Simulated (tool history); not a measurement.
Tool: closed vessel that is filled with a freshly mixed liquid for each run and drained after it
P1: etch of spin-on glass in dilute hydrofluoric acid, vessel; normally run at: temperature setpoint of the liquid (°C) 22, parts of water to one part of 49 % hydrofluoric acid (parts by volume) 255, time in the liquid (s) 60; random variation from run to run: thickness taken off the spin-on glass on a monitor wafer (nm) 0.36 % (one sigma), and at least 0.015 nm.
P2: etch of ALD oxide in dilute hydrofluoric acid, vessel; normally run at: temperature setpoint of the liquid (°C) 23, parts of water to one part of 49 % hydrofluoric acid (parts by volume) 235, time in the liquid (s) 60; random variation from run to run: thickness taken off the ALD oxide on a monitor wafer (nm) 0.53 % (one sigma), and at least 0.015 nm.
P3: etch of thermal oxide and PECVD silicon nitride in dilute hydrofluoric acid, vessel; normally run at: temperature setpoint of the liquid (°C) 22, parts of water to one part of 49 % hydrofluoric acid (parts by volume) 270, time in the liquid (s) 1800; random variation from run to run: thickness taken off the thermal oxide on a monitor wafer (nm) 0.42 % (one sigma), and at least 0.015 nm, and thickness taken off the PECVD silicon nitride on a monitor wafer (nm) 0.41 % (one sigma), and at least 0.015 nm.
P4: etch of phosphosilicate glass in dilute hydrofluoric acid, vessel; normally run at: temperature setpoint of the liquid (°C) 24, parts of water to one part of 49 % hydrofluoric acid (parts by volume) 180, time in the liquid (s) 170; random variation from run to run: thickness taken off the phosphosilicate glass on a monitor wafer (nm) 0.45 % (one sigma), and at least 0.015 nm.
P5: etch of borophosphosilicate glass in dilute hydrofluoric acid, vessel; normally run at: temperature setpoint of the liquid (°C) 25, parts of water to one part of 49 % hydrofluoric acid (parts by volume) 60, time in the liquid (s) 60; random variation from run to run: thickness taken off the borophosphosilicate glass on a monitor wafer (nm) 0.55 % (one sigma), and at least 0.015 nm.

run   hour  process that ran  temperature setpoint of the liquid (°C)  parts of water to one part of 49 % hydrofluoric acid (parts by volume)  time in the liquid (s)  hours since the thermometer was replaced  hours since the hydrofluoric acid flow meter was replaced  thickness taken off the spin-on glass on a monitor wafer (nm)  thickness taken off the ALD oxide on a monitor wafer (nm)  thickness taken off the phosphosilicate glass on a monitor wafer (nm)  thickness taken off the borophosphosilicate glass on a monitor wafer (nm)  thickness taken off the thermal oxide on a monitor wafer (nm)  thickness taken off the PECVD silicon nitride on a monitor wafer (nm)
  1    7.9                P1                                       22                                                                     255                      60                                     935.6                                                      616.3                                                         9.6914
  2   16.6                P1                                       22                                                                     255                      30                                     944.3                                                        625                                                         4.8293
  3   22.5                P2                                       23                                                                     100                      60                                     950.2                                                      630.9                                                                                                                     18.08
  4   29.1                P4                                       24                                                                     180                      30                                     956.8                                                      637.5                                                                                                                                                                                           9.1954
  5   38.5                P1                                       22                                                                     445                      60                                     966.2                                                      646.9                                                         4.6475
  6   45.6                P1                                       22                                                                     255                      60                                     973.3                                                        654                                                         9.6905
  7   56.8                P1                                       17                                                                     130                      60                                     984.5                                                      665.2                                                          17.69
  8   65.2                P1                                     25.5                                                                     255                      60                                     992.9                                                      673.6                                                         11.045
  9   70.5                P1                                       18                                                                     350                      60                                     998.2                                                      678.9                                                          5.585
 10   78.1                P2                                     31.5                                                                     235                      60                                    1005.8                                                      686.5                                                                                                                    8.8359
 11   83.7                P1                                       22                                                                      55                      60                                    1011.4                                                      692.1                                                         56.058
 12   92.6                P5                                       25                                                                      60                     110                                    1020.3                                                        701                                                                                                                                                                                                                                                                       120.9
 13  103.8                P3                                       22                                                                     270                    3040                                    1031.5                                                      712.2                                                                                                                                                                                                                                                                                                                                     39.348                                                                 54.194
 14    114                P4                                       24                                                                     180                     170                                    1041.7                                                      722.4                                                                                                                                                                                           52.155
 15    120                P1                                       22                                                                     255                      60                                    1047.7                                                      728.4                                                         9.7038
 16  130.4                P3                                       22                                                                      55                    1800                                    1058.1                                                      738.8                                                                                                                                                                                                                                                                                                                                     145.02                                                                 152.62
 17  141.3                P4                                       30                                                                     180                     170                                      1069                                                      749.7                                                                                                                                                                                           65.265
 18  151.4                P3                                     18.5                                                                     270                    1800                                    1079.1                                                      759.8                                                                                                                                                                                                                                                                                                                                     20.622                                                                 25.689
 19    163                P5                                       25                                                                      60                      60                                    1090.7                                                      771.4                                                                                                                                                                                                                                                                      66.266
 20  171.7                P1                                       22                                                                     255                      60                                    1099.4                                                      780.1                                                         9.6855
 21  181.6                P1                                       22                                                                     255                      60                                    1109.3                                                        790                                                         9.7071
 22  192.3                P2                                       23                                                                     235                      60                                      1120                                                      800.7                                                                                                                    6.5626
 23  201.7                P4                                       24                                                                     115                     170                                    1129.4                                                      810.1                                                                                                                                                                                           88.054
 24  210.5                P1                                       17                                                                     255                      60                                    1138.2                                                      818.9                                                         8.0736
 25  218.6                P3                                       22                                                                     270                    1800                                    1146.3                                                        827                                                                                                                                                                                                                                                                                                                                     23.509                                                                 32.074
 26  228.9                P2                                       23                                                                     235                      60                                    1156.6                                                      837.3                                                                                                                    6.5497
 27  240.6                P4                                       24                                                                     180                     170                                    1168.3                                                        849                                                                                                                                                                                           52.256
 28  247.4                P2                                       23                                                                     235                      30                                    1175.1                                                      855.8                                                                                                                    3.2676
 29    254                P5                                     29.5                                                                      60                      60                                    1181.7                                                      862.4                                                                                                                                                                                                                                                                      79.189
 30  264.9                P5                                       25                                                                     110                      60                                    1192.6                                                      873.3                                                                                                                                                                                                                                                                      33.657
 31  276.3                P1                                       22                                                                     255                     115                                      1204                                                      884.7                                                         18.558
 32  285.9                P1                                       22                                                                     255                      60                                    1213.6                                                      894.3                                                         9.7703
 33  294.7                P1                                       22                                                                     255                      60                                    1222.4                                                      903.1                                                          9.498
 34  305.8                P1                                       22                                                                     255                      60                                    1233.5                                                      914.2                                                         9.3514
 35  310.9                P1                                       22                                                                     255                      60                                    1238.6                                                      919.3                                                         9.3078
 36  318.7                P1                                       22                                                                     255                      60                                    1246.4                                                      927.1                                                         9.2796
 37  329.3                P1                                       22                                                                     255                      60                                      1257                                                      937.7                                                         9.2235
 38  336.1                P1                                       22                                                                     255                      60                                    1263.8                                                      944.5                                                          9.199
 39  346.9                P1                                       22                                                                     255                      60                                    1274.6                                                      955.3                                                         9.1339
 40    352                P1                                       22                                                                     255                      60                                    1279.7                                                      960.4                                                         9.1996
 41  361.3                P1                                       22                                                                     255                      60                                      1289                                                      969.7                                                         9.1072
 42  368.5                P1                                       22                                                                     255                      60                                    1296.2                                                      976.9                                                         9.1085
 43  374.1                P1                                       22                                                                     255                      60                                    1301.8                                                      982.5                                                         9.1546

What P1 gives has crept away from where it was. These 2 causes fit the log equally well, each at the size given:
A: liquid colder than its thermometer reads (K) = 1.58
B: hydrofluoric acid flow below the setpoint (%) = 4.52
The creep began at about hour 285.9.

4 check runs are offered, one wafer each, their results left as question marks. Which one tells the causes apart?
check 1  379.7                P5                                       25                                                                     100                      80                                                                                                                                                                                                                                                                                                                                                                                ?
check 2  379.7                P3                                       22                                                                     270                    2775                                                                                                                                                                                                                                                                                                                                                                                                                                               ?                                                                      ?
check 3  379.7                P2                                     30.5                                                                     235                      35                                                                                                                                                                                                                              ?
check 4  379.7                P4                                       24                                                                     180                     100                                                                                                                                                                                                                                                                                                     ?

What each check would give under each cause:
  check                                                                     result    if A    if B
check 1  thickness taken off the borophosphosilicate glass on a monitor wafer (nm)  47.129  47.619
check 2              thickness taken off the thermal oxide on a monitor wafer (nm)  34.144  34.122
check 2      thickness taken off the PECVD silicon nitride on a monitor wafer (nm)  44.836  47.364
check 3                  thickness taken off the ALD oxide on a monitor wafer (nm)  4.7303  4.7021
check 4      thickness taken off the phosphosilicate glass on a monitor wafer (nm)  28.991   29.11
How far apart the two closest causes lie, in the result that separates them most: check 1 1.03 %; check 2 5.48 %; check 3 0.6 %; check 4 0.41 %
Check 2 tells the causes apart: in the others they would give nearly the same result.

Then check 2 was run and gave: thickness taken off the thermal oxide on a monitor wafer (nm) 34.369; thickness taken off the PECVD silicon nitride on a monitor wafer (nm) 47.479. Which cause is it?

It is B: hydrofluoric acid flow below the setpoint (%).

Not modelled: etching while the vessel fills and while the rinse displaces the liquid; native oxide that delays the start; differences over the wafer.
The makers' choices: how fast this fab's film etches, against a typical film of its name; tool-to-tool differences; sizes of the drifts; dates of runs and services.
